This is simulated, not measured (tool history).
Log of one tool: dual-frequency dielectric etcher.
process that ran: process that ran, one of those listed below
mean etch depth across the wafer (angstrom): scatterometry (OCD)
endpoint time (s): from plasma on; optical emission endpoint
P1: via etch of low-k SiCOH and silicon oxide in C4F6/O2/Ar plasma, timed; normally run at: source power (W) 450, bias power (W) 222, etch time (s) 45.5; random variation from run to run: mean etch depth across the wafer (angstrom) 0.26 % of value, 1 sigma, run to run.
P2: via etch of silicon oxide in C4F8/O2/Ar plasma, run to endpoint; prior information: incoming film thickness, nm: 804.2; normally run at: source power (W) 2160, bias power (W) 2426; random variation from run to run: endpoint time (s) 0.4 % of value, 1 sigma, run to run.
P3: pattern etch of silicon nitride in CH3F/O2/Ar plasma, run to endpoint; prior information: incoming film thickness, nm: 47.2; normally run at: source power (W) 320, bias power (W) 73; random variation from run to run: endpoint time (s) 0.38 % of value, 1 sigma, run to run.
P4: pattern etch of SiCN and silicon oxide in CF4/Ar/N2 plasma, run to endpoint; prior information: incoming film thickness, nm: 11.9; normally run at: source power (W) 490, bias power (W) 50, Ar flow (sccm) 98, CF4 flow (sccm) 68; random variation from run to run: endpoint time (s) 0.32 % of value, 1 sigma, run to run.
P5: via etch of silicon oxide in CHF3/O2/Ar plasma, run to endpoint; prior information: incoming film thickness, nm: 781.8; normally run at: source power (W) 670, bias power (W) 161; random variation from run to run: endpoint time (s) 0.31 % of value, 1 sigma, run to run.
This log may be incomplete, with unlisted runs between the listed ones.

run	day	process that ran	source power (W)	bias power (W)	etch time (s)	Ar flow (sccm)	CF4 flow (sccm)	mean etch depth across the wafer (angstrom)	endpoint time (s)
1	0.488	P1	450	222	45.5			1220.10	
2	0.896	P1	450	222	27.5			740.24	
3	1.221	P1	450	222	45.5			1223.80	
4	1.500	P3	320	73					71.702
5	2.021	P4	660	50		98	68		11.081
6	2.512	P3	320	73					71.468
7	2.938	P1	450	222	45.5			1220.30	
8	3.200	P4	490	50		98	93		13.798
9	3.592	P5	670	109					442.210
# day 3.892: source power generator calibrated
10	4.050	P4	490	50		98	68		14.454
11	4.458	P2	2160	2426					144.220
12	4.921	P3	390	73					66.569
13	5.338	P2	2160	2426					143.830
14	5.838	P1	450	222	66.5			1784.70	
15	6.112	P1	450	271	45.5			1303.70	
16	6.621	P4	490	32		98	68		16.408
17	6.867	P4	490	50		138	68		15.359
18	7.146	P1	450	169	45.5			1123.20	
19	7.525	P1	450	222	45.5			1228.10	
20	7.975	P2	2160	3425					129.490
21	8.383	P1	450	222	45.5			1223.20	
22	8.858	P1	320	222	45.5			1074.00	
23	9.250	P5	950	161					340.360
24	9.562	P5	670	161					390.060
25	9.838	P1	550	222	45.5			1324.50	
26	10.183	P2	1380	2426					170.940
27	10.533	P1	450	309	30.0			899.25	
28	10.875	P5	670	161					390.810
29	11.392	P3	320	103					63.412
30	11.742	P1	450	222	45.5			1217.60	
31	12.217	P1	450	222	45.5			1233.40	
32	12.729	P1	450	222	45.5			1234.90	
33	13.212	P1	450	222	45.5			1233.30	
34	13.558	P1	450	222	45.5			1232.90	
# day 13.650: wet clean of the chamber
35	13.892	P1	450	222	45.5			1237.20	
36	14.292	P1	450	222	45.5			1231.50	
37	14.800	P1	450	222	45.5			1239.50	
38	15.154	P1	450	222	45.5			1237.60	
39	15.454	P1	450	222	45.5			1240.20	
40	15.888	P1	450	222	45.5			1238.30	

What P1 gives has crept away from where it was. These 2 causes fit the log equally well, each at the size given:
A: source power that arrives over what is set, % = 3.44
B: bias power that arrives over what is set, % = 4.05
The gradual shift began around day 11.742.
Each remaining cause and why it is not a fit:
chamber walls in a state that raises the etch rate, %: work on it at day 13.650, done after the drift set in, did not restore what the process gave before

Which of the check runs below tells the causes apart, meaning the causes would give it clearly different results? Each run uses 2 wafers whose results are averaged, and each result is shown as a question mark.
check 1	16.321	P3	320	100					?
check 2	16.321	P2	1480	2426					?
check 3	16.321	P5	940	161					?
check 4	16.321	P4	610	33		98	68		?

Predicted outcomes, by check and by cause:
check	result	if A	if B
check 1	endpoint time (s)	63.026	62.882
check 2	endpoint time (s)	164.360	164.550
check 3	endpoint time (s)	337.800	337.970
check 4	endpoint time (s)	12.951	13.214
Distance between the nearest two causes, measured in the result of the check that separates them most: check 1 0.23 %; check 2 0.11 %; check 3 0.05 %; check 4 2.01 %
Check 4 distinguishes between the causes, while the remaining checks would return nearly the same result for all of them.

The results of check 4 are: endpoint time (s) 12.888. Based on these, which of the listed causes is it?

Of the candidate causes, it is A: source power that arrives over what is set, %.
